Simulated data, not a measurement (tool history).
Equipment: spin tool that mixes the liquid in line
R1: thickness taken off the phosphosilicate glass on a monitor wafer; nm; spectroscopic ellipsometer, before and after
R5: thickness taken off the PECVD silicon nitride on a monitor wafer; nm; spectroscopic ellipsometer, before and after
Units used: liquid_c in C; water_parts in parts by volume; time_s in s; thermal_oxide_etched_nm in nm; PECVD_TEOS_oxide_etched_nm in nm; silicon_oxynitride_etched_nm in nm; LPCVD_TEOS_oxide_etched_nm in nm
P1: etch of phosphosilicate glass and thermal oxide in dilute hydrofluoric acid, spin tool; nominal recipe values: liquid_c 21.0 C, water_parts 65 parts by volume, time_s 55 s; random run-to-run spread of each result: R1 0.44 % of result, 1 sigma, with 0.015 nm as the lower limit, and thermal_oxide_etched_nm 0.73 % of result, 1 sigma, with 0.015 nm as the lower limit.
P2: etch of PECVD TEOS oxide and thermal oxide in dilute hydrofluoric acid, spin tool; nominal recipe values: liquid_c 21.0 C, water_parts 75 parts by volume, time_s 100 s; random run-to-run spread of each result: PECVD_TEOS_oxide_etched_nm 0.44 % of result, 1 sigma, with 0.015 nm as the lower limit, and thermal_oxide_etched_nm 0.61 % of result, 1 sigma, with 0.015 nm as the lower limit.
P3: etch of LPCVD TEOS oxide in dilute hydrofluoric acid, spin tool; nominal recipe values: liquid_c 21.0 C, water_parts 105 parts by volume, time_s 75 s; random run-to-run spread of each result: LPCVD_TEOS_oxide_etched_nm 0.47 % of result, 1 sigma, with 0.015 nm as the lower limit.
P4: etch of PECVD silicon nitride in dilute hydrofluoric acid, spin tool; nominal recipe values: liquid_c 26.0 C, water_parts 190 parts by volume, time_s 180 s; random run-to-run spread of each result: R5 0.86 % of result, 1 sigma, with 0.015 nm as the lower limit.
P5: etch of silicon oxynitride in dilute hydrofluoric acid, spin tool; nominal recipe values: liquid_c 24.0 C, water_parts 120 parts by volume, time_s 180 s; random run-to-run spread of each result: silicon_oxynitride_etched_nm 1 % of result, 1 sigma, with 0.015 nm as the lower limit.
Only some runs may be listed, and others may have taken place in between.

{"run": 1, "hour": 6.2, "process": "P1", "liquid_c": 21.0, "water_parts": 65, "time_s": 55, "R1": 46.628, "thermal_oxide_etched_nm": 3.746}
{"run": 2, "hour": 14.1, "process": "P2", "liquid_c": 17.0, "water_parts": 75, "time_s": 100, "thermal_oxide_etched_nm": 4.771, "PECVD_TEOS_oxide_etched_nm": 14.179}
{"run": 3, "hour": 22.5, "process": "P1", "liquid_c": 21.0, "water_parts": 110, "time_s": 55, "R1": 26.313, "thermal_oxide_etched_nm": 2.1509}
{"run": 4, "hour": 28.6, "process": "P1", "liquid_c": 17.0, "water_parts": 90, "time_s": 55, "R1": 27.838, "thermal_oxide_etched_nm": 2.2698}
{"run": 5, "hour": 38.6, "process": "P1", "liquid_c": 21.0, "water_parts": 40, "time_s": 55, "R1": 78.44, "thermal_oxide_etched_nm": 6.3959}
{"run": 6, "hour": 46.2, "process": "P5", "liquid_c": 32.0, "water_parts": 120, "time_s": 180, "silicon_oxynitride_etched_nm": 3.0881}
{"run": 7, "hour": 52.6, "process": "P4", "liquid_c": 26.0, "water_parts": 190, "time_s": 65, "R5": 0.99128}
{"run": 8, "hour": 60.8, "process": "P1", "liquid_c": 26.5, "water_parts": 65, "time_s": 55, "R1": 58.833, "thermal_oxide_etched_nm": 4.7629}
{"run": 9, "hour": 66.4, "process": "P3", "liquid_c": 21.0, "water_parts": 60, "time_s": 75, "LPCVD_TEOS_oxide_etched_nm": 21.691}
{"run": 10, "hour": 74.4, "process": "P2", "liquid_c": 21.0, "water_parts": 40, "time_s": 100, "thermal_oxide_etched_nm": 11.113, "PECVD_TEOS_oxide_etched_nm": 32.636}
{"run": 11, "hour": 84.9, "process": "P1", "liquid_c": 21.0, "water_parts": 65, "time_s": 105, "R1": 89.503, "thermal_oxide_etched_nm": 7.2265}
{"run": 12, "hour": 91.3, "process": "P2", "liquid_c": 21.0, "water_parts": 75, "time_s": 170, "thermal_oxide_etched_nm": 9.6951, "PECVD_TEOS_oxide_etched_nm": 28.579}
{"run": 13, "hour": 97.8, "process": "P4", "liquid_c": 26.0, "water_parts": 190, "time_s": 180, "R5": 2.7451}
{"run": 14, "hour": 106.8, "process": "P5", "liquid_c": 24.0, "water_parts": 120, "time_s": 15, "silicon_oxynitride_etched_nm": 0.18557}
{"run": 15, "hour": 111.8, "process": "P5", "liquid_c": 24.0, "water_parts": 120, "time_s": 180, "silicon_oxynitride_etched_nm": 2.1256}
{"run": 16, "hour": 120.2, "process": "P1", "liquid_c": 21.0, "water_parts": 65, "time_s": 55, "R1": 46.566, "thermal_oxide_etched_nm": 3.7666}
{"run": 17, "hour": 125.9, "process": "P1", "liquid_c": 21.0, "water_parts": 65, "time_s": 55, "R1": 46.961, "thermal_oxide_etched_nm": 3.8145}
{"run": 18, "hour": 130.6, "process": "P1", "liquid_c": 17.0, "water_parts": 65, "time_s": 55, "R1": 39.135, "thermal_oxide_etched_nm": 3.1699}
{"run": 19, "hour": 138.3, "process": "P1", "liquid_c": 21.0, "water_parts": 65, "time_s": 55, "R1": 46.891, "thermal_oxide_etched_nm": 3.8523}
{"run": 20, "hour": 147.9, "process": "P3", "liquid_c": 21.0, "water_parts": 105, "time_s": 75, "LPCVD_TEOS_oxide_etched_nm": 11.67}
{"run": 21, "hour": 158.6, "process": "P1", "liquid_c": 21.0, "water_parts": 65, "time_s": 55, "R1": 46.304, "thermal_oxide_etched_nm": 3.8074}
{"run": 22, "hour": 166.2, "process": "P5", "liquid_c": 24.0, "water_parts": 120, "time_s": 180, "silicon_oxynitride_etched_nm": 2.1586}
{"run": 23, "hour": 174.5, "process": "P5", "liquid_c": 24.0, "water_parts": 35, "time_s": 180, "silicon_oxynitride_etched_nm": 7.8459}
{"run": 24, "hour": 182.5, "process": "P4", "liquid_c": 18.5, "water_parts": 190, "time_s": 180, "R5": 1.6884}
{"run": 25, "hour": 192.4, "process": "P4", "liquid_c": 26.0, "water_parts": 95, "time_s": 180, "R5": 5.5087}
{"run": 26, "hour": 197.8, "process": "P3", "liquid_c": 25.5, "water_parts": 105, "time_s": 75, "LPCVD_TEOS_oxide_etched_nm": 13.872}
{"run": 27, "hour": 203.0, "process": "P2", "liquid_c": 21.0, "water_parts": 75, "time_s": 100, "thermal_oxide_etched_nm": 5.6743, "PECVD_TEOS_oxide_etched_nm": 16.683}
{"run": 28, "hour": 209.0, "process": "P1", "liquid_c": 21.0, "water_parts": 65, "time_s": 20, "R1": 17.013, "thermal_oxide_etched_nm": 1.3743}
{"run": 29, "hour": 216.2, "process": "P1", "liquid_c": 21.0, "water_parts": 85, "time_s": 15, "R1": 9.5734, "thermal_oxide_etched_nm": 0.7586}
{"run": 30, "hour": 225.1, "process": "P1", "liquid_c": 21.0, "water_parts": 35, "time_s": 90, "R1": 148.16, "thermal_oxide_etched_nm": 11.967}
{"run": 31, "hour": 235.1, "process": "P3", "liquid_c": 21.0, "water_parts": 105, "time_s": 115, "LPCVD_TEOS_oxide_etched_nm": 17.795}
{"run": 32, "hour": 243.7, "process": "P1", "liquid_c": 21.0, "water_parts": 65, "time_s": 55, "R1": 46.614, "thermal_oxide_etched_nm": 3.7902}
{"run": 33, "hour": 249.6, "process": "P1", "liquid_c": 21.0, "water_parts": 65, "time_s": 55, "R1": 45.644, "thermal_oxide_etched_nm": 3.6912}
{"run": 34, "hour": 254.3, "process": "P1", "liquid_c": 21.0, "water_parts": 65, "time_s": 55, "R1": 44.986, "thermal_oxide_etched_nm": 3.6656}
{"run": 35, "hour": 262.9, "process": "P1", "liquid_c": 21.0, "water_parts": 65, "time_s": 55, "R1": 43.98, "thermal_oxide_etched_nm": 3.5638}
{"run": 36, "hour": 271.9, "process": "P1", "liquid_c": 21.0, "water_parts": 65, "time_s": 55, "R1": 44.035, "thermal_oxide_etched_nm": 3.5587}
{"run": 37, "hour": 276.8, "process": "P1", "liquid_c": 21.0, "water_parts": 65, "time_s": 55, "R1": 43.512, "thermal_oxide_etched_nm": 3.516}
{"run": 38, "hour": 284.4, "process": "P1", "liquid_c": 21.0, "water_parts": 65, "time_s": 55, "R1": 43.36, "thermal_oxide_etched_nm": 3.5367}
{"run": 39, "hour": 294.9, "process": "P1", "liquid_c": 21.0, "water_parts": 65, "time_s": 55, "R1": 43.383, "thermal_oxide_etched_nm": 3.5355}
{"run": 40, "hour": 300.5, "process": "P1", "liquid_c": 21.0, "water_parts": 65, "time_s": 55, "R1": 43.532, "thermal_oxide_etched_nm": 3.5315}

P1 has crept away from where it was. The log is fitted equally well by each of these 2 causes, at the sizes shown:
A: hydrofluoric acid flow below the setpoint (%) = 6.95
B: liquid colder than its thermometer reads (K) = 1.86
At approximately hour 243.7, the process output began to creep.

Which of the 4 check runs listed below, each an average over 3 wafers with its results shown as question marks, gives clearly different results under the different listed causes?
{"run": "check 1", "hour": 306.1, "process": "P3", "liquid_c": 21.0, "water_parts": 105, "time_s": 75, "LPCVD_TEOS_oxide_etched_nm": "?"}
{"run": "check 2", "hour": 306.1, "process": "P2", "liquid_c": 21.0, "water_parts": 75, "time_s": 100, "thermal_oxide_etched_nm": "?", "PECVD_TEOS_oxide_etched_nm": "?"}
{"run": "check 3", "hour": 306.1, "process": "P4", "liquid_c": 26.0, "water_parts": 190, "time_s": 180, "R5": "?"}
{"run": "check 4", "hour": 306.1, "process": "P5", "liquid_c": 24.0, "water_parts": 120, "time_s": 180, "silicon_oxynitride_etched_nm": "?"}

If the cause were each of the candidates in turn, the checks would give the following:
check=check_1 result=LPCVD_TEOS_oxide_etched_nm if_A=10.725 if_B=10.777
check=check_2 result=thermal_oxide_etched_nm if_A=5.2312 if_B=5.2365
check=check_2 result=PECVD_TEOS_oxide_etched_nm if_A=15.473 if_B=15.489
check=check_3 result=R5 if_A=2.55040 if_B=2.43830
check=check_4 result=silicon_oxynitride_etched_nm if_A=1.94210 if_B=1.92620
Distance between the nearest two causes, measured in the result of the check that separates them most: check 1 0.48 %; check 2 0.1 %; check 3 4.49 %; check 4 0.83 %
The causes can be told apart only by check 3. The other checks would give nearly the same results under each of them.

Running check 3 produced the following: R5 2.42200 nm. Which one of the listed causes fits?

The cause is B: liquid colder than its thermometer reads (K).
